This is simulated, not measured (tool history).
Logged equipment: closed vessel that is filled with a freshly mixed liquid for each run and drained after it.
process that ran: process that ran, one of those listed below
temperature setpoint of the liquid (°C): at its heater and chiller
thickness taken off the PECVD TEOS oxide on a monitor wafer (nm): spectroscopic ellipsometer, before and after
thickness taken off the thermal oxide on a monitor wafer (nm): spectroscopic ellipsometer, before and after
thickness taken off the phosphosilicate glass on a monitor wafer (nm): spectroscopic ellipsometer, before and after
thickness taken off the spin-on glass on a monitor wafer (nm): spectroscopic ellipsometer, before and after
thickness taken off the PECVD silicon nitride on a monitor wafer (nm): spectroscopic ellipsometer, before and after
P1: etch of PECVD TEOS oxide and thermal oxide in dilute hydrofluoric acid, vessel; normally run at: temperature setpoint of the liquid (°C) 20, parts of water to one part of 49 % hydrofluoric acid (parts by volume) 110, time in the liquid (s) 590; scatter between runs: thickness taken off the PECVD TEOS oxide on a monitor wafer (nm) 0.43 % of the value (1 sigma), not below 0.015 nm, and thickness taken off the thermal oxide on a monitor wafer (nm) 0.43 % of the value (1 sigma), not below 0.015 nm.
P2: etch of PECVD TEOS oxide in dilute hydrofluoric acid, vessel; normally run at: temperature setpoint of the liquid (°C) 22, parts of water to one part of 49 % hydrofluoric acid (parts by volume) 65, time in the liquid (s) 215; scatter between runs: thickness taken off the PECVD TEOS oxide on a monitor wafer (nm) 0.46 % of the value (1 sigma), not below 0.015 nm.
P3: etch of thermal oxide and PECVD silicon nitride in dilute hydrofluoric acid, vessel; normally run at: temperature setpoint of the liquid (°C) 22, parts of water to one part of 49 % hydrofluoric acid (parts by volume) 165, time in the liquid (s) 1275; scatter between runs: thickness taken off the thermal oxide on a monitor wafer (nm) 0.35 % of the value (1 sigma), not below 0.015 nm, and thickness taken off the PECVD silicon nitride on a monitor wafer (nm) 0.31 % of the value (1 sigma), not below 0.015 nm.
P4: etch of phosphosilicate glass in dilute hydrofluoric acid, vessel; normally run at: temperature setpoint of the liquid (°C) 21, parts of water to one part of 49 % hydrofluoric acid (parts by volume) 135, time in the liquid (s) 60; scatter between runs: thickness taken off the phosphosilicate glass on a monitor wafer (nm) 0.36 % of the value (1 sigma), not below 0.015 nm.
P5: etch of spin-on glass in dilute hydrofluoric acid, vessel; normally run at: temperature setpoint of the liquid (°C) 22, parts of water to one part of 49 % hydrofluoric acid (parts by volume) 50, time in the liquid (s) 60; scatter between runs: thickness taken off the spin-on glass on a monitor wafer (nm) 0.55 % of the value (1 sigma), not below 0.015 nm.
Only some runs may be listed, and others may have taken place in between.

run,hour,process that ran,temperature setpoint of the liquid (°C),parts of water to one part of 49 % hydrofluoric acid (parts by volume),time in the liquid (s),hours since the thermometer was replaced,hours since the hydrofluoric acid flow meter was replaced,thickness taken off the PECVD TEOS oxide on a monitor wafer (nm),thickness taken off the thermal oxide on a monitor wafer (nm),thickness taken off the phosphosilicate glass on a monitor wafer (nm),thickness taken off the spin-on glass on a monitor wafer (nm),thickness taken off the PECVD silicon nitride on a monitor wafer (nm)
1,13,P1,20,110,590,312.2,1777.8,46.91,22.217,,,
2,19.3,P2,22,65,55,318.5,1784.1,10.008,,,,
3,33.2,P4,21,35,60,332.4,1798,,,237.17,,
4,41.4,P2,22,35,215,340.6,1806.2,74.484,,,,
5,51.2,P5,22,50,115,350.4,1816,,,,87.358,
6,61.2,P4,21,135,120,360.4,1826,,,110.05,,
7,73.5,P3,22,240,1275,372.7,1838.3,,21.102,,,13.224
8,82.9,P1,20,110,255,382.1,1847.7,20.433,9.6504,,,
9,92.1,P3,22,165,1275,391.3,1856.9,,32.965,,,19.214
10,101.3,P5,22,70,60,400.5,1866.1,,,,31.676,
11,111.1,P1,20,45,590,410.3,1875.9,123.19,58.733,,,
12,120.7,P2,17,65,215,419.9,1885.5,31.157,,,,
13,129,P2,22,65,215,428.2,1893.8,38.735,,,,
14,141.7,P1,20,110,1065,440.9,1906.5,84.715,40.101,,,
# hour 143: hydrofluoric acid flow meter replaced
15,151.5,P4,26,135,60,450.7,8.5,,,67.094,,
16,165,P1,20,175,590,464.2,22,27.805,12.997,,,
17,171.9,P1,20,110,590,471.1,28.9,47.142,22.226,,,
18,180.8,P5,17,50,60,480,37.8,,,,36.954,
19,190.1,P2,22,65,215,489.3,47.1,38.929,,,,
20,197,P5,22,50,60,496.2,54,,,,45.155,
21,207.4,P1,20,110,590,506.6,64.4,46.983,22.201,,,
22,219.9,P3,17,165,1275,519.1,76.9,,27.067,,,13.769
23,231.5,P1,17,110,590,530.7,88.5,41.631,19.626,,,
24,241.4,P1,20,110,590,540.6,98.4,47.128,22.213,,,
25,250.7,P1,26,110,590,549.9,107.7,59.625,28.48,,,

Run 26 comes next. What will it give?
26,262.3,P1,20,110,590,561.5,119.3,?,?,,,

thickness taken off the PECVD TEOS oxide on a monitor wafer (nm): 47.221
thickness taken off the thermal oxide on a monitor wafer (nm): 22.043

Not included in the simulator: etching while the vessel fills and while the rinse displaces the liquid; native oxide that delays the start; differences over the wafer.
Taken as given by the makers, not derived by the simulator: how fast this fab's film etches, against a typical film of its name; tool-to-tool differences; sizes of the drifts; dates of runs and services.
